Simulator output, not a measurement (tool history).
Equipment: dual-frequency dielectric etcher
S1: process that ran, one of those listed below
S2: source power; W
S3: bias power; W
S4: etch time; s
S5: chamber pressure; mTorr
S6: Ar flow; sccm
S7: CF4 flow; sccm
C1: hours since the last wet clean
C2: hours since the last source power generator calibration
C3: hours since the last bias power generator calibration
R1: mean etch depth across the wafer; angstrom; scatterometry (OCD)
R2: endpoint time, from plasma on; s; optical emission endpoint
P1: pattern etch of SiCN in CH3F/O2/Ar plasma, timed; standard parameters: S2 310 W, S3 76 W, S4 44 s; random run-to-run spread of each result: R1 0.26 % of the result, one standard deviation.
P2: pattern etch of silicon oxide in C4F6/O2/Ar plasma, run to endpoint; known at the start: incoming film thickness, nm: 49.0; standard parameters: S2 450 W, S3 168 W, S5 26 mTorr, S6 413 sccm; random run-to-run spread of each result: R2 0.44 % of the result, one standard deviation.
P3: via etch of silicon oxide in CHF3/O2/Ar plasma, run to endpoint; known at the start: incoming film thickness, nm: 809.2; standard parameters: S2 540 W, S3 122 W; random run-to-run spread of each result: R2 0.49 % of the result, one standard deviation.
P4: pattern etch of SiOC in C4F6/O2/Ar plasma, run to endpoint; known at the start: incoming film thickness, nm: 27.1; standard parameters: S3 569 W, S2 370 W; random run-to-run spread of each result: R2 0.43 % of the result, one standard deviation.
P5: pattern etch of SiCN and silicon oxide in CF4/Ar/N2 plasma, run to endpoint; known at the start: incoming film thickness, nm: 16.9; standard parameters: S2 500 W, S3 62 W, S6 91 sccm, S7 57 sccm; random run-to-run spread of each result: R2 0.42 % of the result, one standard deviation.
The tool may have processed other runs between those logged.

run,day,S1,S2,S3,S4,S5,S6,S7,C1,C2,C3,R1,R2
1,0.654,P1,310,76,44,,,,332.1,1083.9,2577.7,153.2,
2,1.096,P1,310,76,44,,,,342.7,1094.5,2588.3,153.23,
3,1.662,P1,310,76,44,,,,356.3,1108.1,2601.9,153.06,
4,2.092,P3,540,122,,,,,366.6,1118.4,2612.2,,494.47
5,2.712,P4,370,569,,,,,381.5,1133.3,2627.1,,8.639
6,3.104,P2,450,168,,26,413,,390.9,1142.7,2636.5,,15.64
7,3.533,P1,310,94,44,,,,401.2,1153,2646.8,164.95,
8,4.117,P1,310,76,31.5,,,,415.2,1167,2660.8,108.74,
9,4.692,P3,540,84,,,,,429,1180.8,2674.6,,552.17
10,5.054,P2,550,168,,26,413,,437.7,1189.5,2683.3,,14.412
11,5.5,P5,500,62,,,91,57,448.4,1200.2,2694,,18.849
12,5.942,P5,500,62,,,91,57,459,1210.8,2704.6,,18.75
# day 6: wet clean of the chamber
13,6.433,P1,260,76,61,,,,10.4,1222.6,2716.4,198.56,
14,6.829,P2,450,168,,26,413,,19.9,1232.1,2725.9,,15.477
15,7.517,P4,480,569,,,,,36.4,1248.6,2742.4,,7.8909
16,7.904,P5,500,62,,,91,79,45.7,1257.9,2751.7,,17.896
17,8.312,P2,450,124,,26,413,,55.5,1267.7,2761.5,,17.012
18,9,P5,500,47,,,91,57,72,1284.2,2778,,20.631
19,9.775,P3,370,122,,,,,90.6,1302.8,2796.6,,572.29
20,10.146,P1,310,48,44,,,,99.5,1311.7,2805.5,130.27,
21,10.796,P1,190,76,44,,,,115.1,1327.3,2821.1,127.73,
22,11.142,P1,310,76,44,,,,123.4,1335.6,2829.4,152.15,
23,11.6,P5,500,62,,,129,57,134.4,1346.6,2840.4,,19.972
24,12.033,P1,390,76,44,,,,144.8,1357,2850.8,166.47,
25,12.575,P2,450,168,,26,267,,157.8,1370,2863.8,,14.804
26,13.033,P5,670,62,,,91,57,168.8,1381,2874.8,,14.618
27,13.554,P3,540,122,,,,,181.3,1393.5,2887.3,,494.74
28,14.333,P1,310,76,59,,,,200,1412.2,2906,205.33,
29,15.021,P4,370,405,,,,,216.5,1428.7,2922.5,,9.8243
30,15.512,P2,450,168,,32.5,413,,228.3,1440.5,2934.3,,16.034
31,16.262,P1,310,76,44,,,,246.3,1458.5,2952.3,152.47,
32,16.854,P1,400,99,44,,,,260.5,1472.7,2966.5,185.72,
33,17.333,P1,310,76,44,,,,272,1484.2,2978,152.83,
34,17.996,P1,310,76,44,,,,287.9,1500.1,2993.9,153.65,
35,18.55,P1,310,76,44,,,,301.2,1513.4,3007.2,154.4,
36,19.283,P1,310,76,44,,,,318.8,1531,3024.8,154.75,
37,19.638,P1,310,76,44,,,,327.3,1539.5,3033.3,154.97,
38,20.346,P1,310,76,44,,,,344.3,1556.5,3050.3,155.47,
39,20.929,P1,310,76,44,,,,358.3,1570.5,3064.3,155.24,
# day 21.138: wet clean of the chamber
40,21.529,P1,310,76,44,,,,9.5,1584.9,3078.7,155.01,
41,22.283,P1,310,76,44,,,,27.6,1603,3096.8,155.11,
42,22.75,P1,310,76,44,,,,38.8,1614.2,3108,155.65,
43,23.342,P1,310,76,44,,,,53,1628.4,3122.2,155.23,
44,24.079,P1,310,76,44,,,,70.7,1646.1,3139.9,154.85,

The output of P1 has drifted from where it used to be. Each of the 2 causes below, taken at the size shown beside it, accounts for the log equally well:
A: source power that arrives over what is set, % = 4.7
B: bias power that arrives over what is set, % = 4.79
Creep in the process output first set in at about day 17.333.
What rules out each remaining cause:
chamber walls in a state that raises the etch rate, %: serviced at day 21.138, after the change had begun; the process did not return to its earlier output

Of the 4 check runs below, each run on 2 wafers with the results averaged and each result still a question mark, which one would tell the listed causes apart?
check 1,24.817,P2,450,168,,26,413,,,,,,?
check 2,24.817,P4,370,569,,,,,,,,,?
check 3,24.817,P5,500,62,,,91,57,,,,,?
check 4,24.817,P3,540,122,,,,,,,,,?

Expected result of each check under each candidate cause:
check,result,if A,if B
check 1,R2,15.305,15.359
check 2,R2,8.5007,8.4916
check 3,R2,18.17,18.633
check 4,R2,484.81,486.42
Per-check spread between the two closest causes, in the result where they differ most: check 1 0.35 %; check 2 0.11 %; check 3 2.52 %; check 4 0.33 %
Only in check 3 would the causes give clearly different results; in the remaining checks their results would be nearly the same.

Check 3 was carried out, with these results: R2 18.552 s. Which of the listed causes is responsible?

It is B: bias power that arrives over what is set, %.
